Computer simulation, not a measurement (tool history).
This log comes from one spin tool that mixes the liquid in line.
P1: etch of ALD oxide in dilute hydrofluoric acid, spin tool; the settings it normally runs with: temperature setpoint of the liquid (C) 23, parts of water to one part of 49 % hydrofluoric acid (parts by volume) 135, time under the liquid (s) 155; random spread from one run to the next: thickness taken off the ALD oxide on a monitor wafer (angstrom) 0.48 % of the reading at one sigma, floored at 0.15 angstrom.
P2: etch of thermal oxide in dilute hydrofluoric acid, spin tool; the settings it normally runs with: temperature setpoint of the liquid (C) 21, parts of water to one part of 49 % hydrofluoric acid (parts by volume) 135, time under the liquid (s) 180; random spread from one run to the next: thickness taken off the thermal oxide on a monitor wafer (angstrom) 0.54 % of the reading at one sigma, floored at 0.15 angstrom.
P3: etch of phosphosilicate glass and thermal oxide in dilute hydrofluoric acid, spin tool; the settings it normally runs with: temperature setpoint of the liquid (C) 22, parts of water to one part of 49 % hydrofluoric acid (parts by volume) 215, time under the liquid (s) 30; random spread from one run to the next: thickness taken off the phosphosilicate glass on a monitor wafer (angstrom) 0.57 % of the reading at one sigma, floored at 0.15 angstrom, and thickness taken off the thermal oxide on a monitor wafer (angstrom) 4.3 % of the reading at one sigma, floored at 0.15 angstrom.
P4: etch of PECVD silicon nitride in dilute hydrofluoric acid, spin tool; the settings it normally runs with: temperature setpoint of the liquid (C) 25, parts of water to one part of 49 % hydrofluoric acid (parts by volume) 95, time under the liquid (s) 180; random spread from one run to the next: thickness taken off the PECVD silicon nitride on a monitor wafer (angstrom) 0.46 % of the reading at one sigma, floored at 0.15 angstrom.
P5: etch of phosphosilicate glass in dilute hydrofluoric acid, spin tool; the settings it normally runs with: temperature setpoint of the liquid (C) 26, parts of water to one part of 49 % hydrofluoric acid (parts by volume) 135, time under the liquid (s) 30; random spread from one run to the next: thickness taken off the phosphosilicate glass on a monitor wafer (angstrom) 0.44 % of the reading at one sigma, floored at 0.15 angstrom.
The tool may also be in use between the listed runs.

run     day  process that ran  temperature setpoint of the liquid (C)  parts of water to one part of 49 % hydrofluoric acid (parts by volume)  time under the liquid (s)  hours since the thermometer was replaced  hours since the hydrofluoric acid flow meter was replaced  thickness taken off the ALD oxide on a monitor wafer (angstrom)  thickness taken off the thermal oxide on a monitor wafer (angstrom)  thickness taken off the phosphosilicate glass on a monitor wafer (angstrom)  thickness taken off the PECVD silicon nitride on a monitor wafer (angstrom)
  1   0.175                P1                                      23                                                                     135                        155                                    1587.7                                                      389.4                                                           222.41
  2   0.462                P1                                      23                                                                     240                        155                                    1594.6                                                      396.3                                                           112.93
  3   0.829                P1                                      23                                                                     135                        155                                    1603.4                                                      405.1                                                           223.21
  4   1.183                P2                                      21                                                                     135                        180                                    1611.9                                                      413.6                                                                                                                                54.889
  5   1.521                P5                                      26                                                                     220                         30                                      1620                                                      421.7                                                                                                                                                                                                             139.39
  6   1.858                P1                                      23                                                                     135                         15                                    1628.1                                                      429.8                                                           21.349
  7   2.104                P2                                    27.5                                                                     135                        180                                      1634                                                      435.7                                                                                                                                70.764
  8   2.371                P4                                      32                                                                      95                        180                                    1640.4                                                      442.1                                                                                                                                                                                                                                                                                             120
  9   2.767                P5                                      26                                                                     135                         45                                    1649.9                                                      451.6                                                                                                                                                                                                             374.35
 10   2.975                P3                                      22                                                                      75                         30                                    1654.9                                                      456.6                                                                                                                                17.838                                                                       572.83
 11   3.354                P5                                      26                                                                     135                         30                                      1664                                                      465.7                                                                                                                                                                                                             251.24
 12   3.729                P1                                      23                                                                     135                        155                                      1673                                                      474.7                                                           222.57
 13   3.925                P1                                      23                                                                     135                        155                                    1677.7                                                      479.4                                                           220.17
 14   4.196                P4                                      25                                                                      95                         75                                    1684.2                                                      485.9                                                                                                                                                                                                                                                                                          32.277
 15   4.458                P2                                      21                                                                     135                        340                                    1690.5                                                      492.2                                                                                                                                103.83
 16   4.779                P2                                      21                                                                      45                        180                                    1698.2                                                      499.9                                                                                                                                183.83
 17   5.083                P5                                    31.5                                                                     135                         30                                    1705.5                                                      507.2                                                                                                                                                                                                             305.17
 18   5.467                P1                                      29                                                                     135                        155                                    1714.7                                                      516.4                                                           280.76
 19   5.812                P3                                      17                                                                     215                         30                                      1723                                                      524.7                                                                                                                                4.1639                                                                        141.7
 20   6.175                P1                                      19                                                                      55                        155                                    1731.7                                                      533.4                                                           509.61
 21   6.379                P3                                      22                                                                     215                         15                                    1736.6                                                      538.3                                                                                                                                2.7042                                                                       85.462
      6.646  -- thermometer replaced
 22   6.683                P4                                      25                                                                     160                        180                                       0.9                                                      545.6                                                                                                                                                                                                                                                                                          46.211
 23   7.079                P3                                      22                                                                     215                         30                                      10.4                                                      555.1                                                                                                                                5.4457                                                                       172.06
 24   7.321                P4                                      25                                                                      95                        180                                      16.2                                                      560.9                                                                                                                                                                                                                                                                                          77.228
 25     7.6                P1                                      17                                                                     135                        155                                      22.9                                                      567.6                                                           176.56
 26   7.942                P1                                      23                                                                     135                        155                                      31.1                                                      575.8                                                           224.71
 27   8.221                P1                                      23                                                                     135                        300                                      37.8                                                      582.5                                                           431.75
 28   8.533                P1                                      23                                                                      35                        155                                      45.3                                                        590                                                           970.24
 29   8.829                P1                                      23                                                                     135                        155                                      52.4                                                      597.1                                                           224.57
 30   9.192                P1                                      23                                                                     135                        155                                      61.1                                                      605.8                                                           213.46
 31   9.588                P1                                      23                                                                     135                        155                                      70.6                                                      615.3                                                           208.95
 32   9.858                P1                                      23                                                                     135                        155                                      77.1                                                      621.8                                                           208.43
 33  10.038                P1                                      23                                                                     135                        155                                      81.4                                                      626.1                                                           209.03
 34  10.392                P1                                      23                                                                     135                        155                                      89.9                                                      634.6                                                           206.76
 35  10.704                P1                                      23                                                                     135                        155                                      97.4                                                      642.1                                                           206.88
 36  11.071                P1                                      23                                                                     135                        155                                     106.2                                                      650.9                                                           206.13

What P1 gives has crept off from where it sat before. The 2 causes that follow fit the log equally well, each at the size noted:
A: liquid colder than its thermometer reads (K) = 2.02
B: hydrofluoric acid flow below the setpoint (%) = 6.64
The drift started at roughly day 8.829.

Of the 4 check runs listed below, each run on one wafer and each result written as a question mark, which would let you distinguish the listed causes because they would give clearly different results?
check 1  11.438                P4                                      25                                                                      95                        180                                                                                                                                                                                                                                                                                                                                                                                                    ?
check 2  11.438                P5                                      26                                                                     135                         30                                                                                                                                                                                                                                                                                                                       ?
check 3  11.438                P2                                      21                                                                     135                        180                                                                                                                                                                                                                                          ?
check 4  11.438                P3                                      22                                                                     215                         30                                                                                                                                                                                                                                          ?                                                                            ?

Outcome of each check run for each possible cause:
  check                                                                       result    if A    if B
check 1  thickness taken off the PECVD silicon nitride on a monitor wafer (angstrom)  67.629  72.198
check 2  thickness taken off the phosphosilicate glass on a monitor wafer (angstrom)  231.97  231.26
check 3          thickness taken off the thermal oxide on a monitor wafer (angstrom)  50.664  50.769
check 4          thickness taken off the thermal oxide on a monitor wafer (angstrom)  4.9363  4.8991
check 4  thickness taken off the phosphosilicate glass on a monitor wafer (angstrom)  159.03  157.83
Gap, in per cent, between the two causes that each check separates least, read from the result that separates them most: check 1 6.54 %; check 2 0.31 %; check 3 0.21 %; check 4 0.76 %
Only check 1 tells the causes apart: in the others they would give nearly the same result.

After running check 1, the following was obtained: thickness taken off the PECVD silicon nitride on a monitor wafer (angstrom) 72.595. Which cause does this point to?

It was cause B: hydrofluoric acid flow below the setpoint (%).
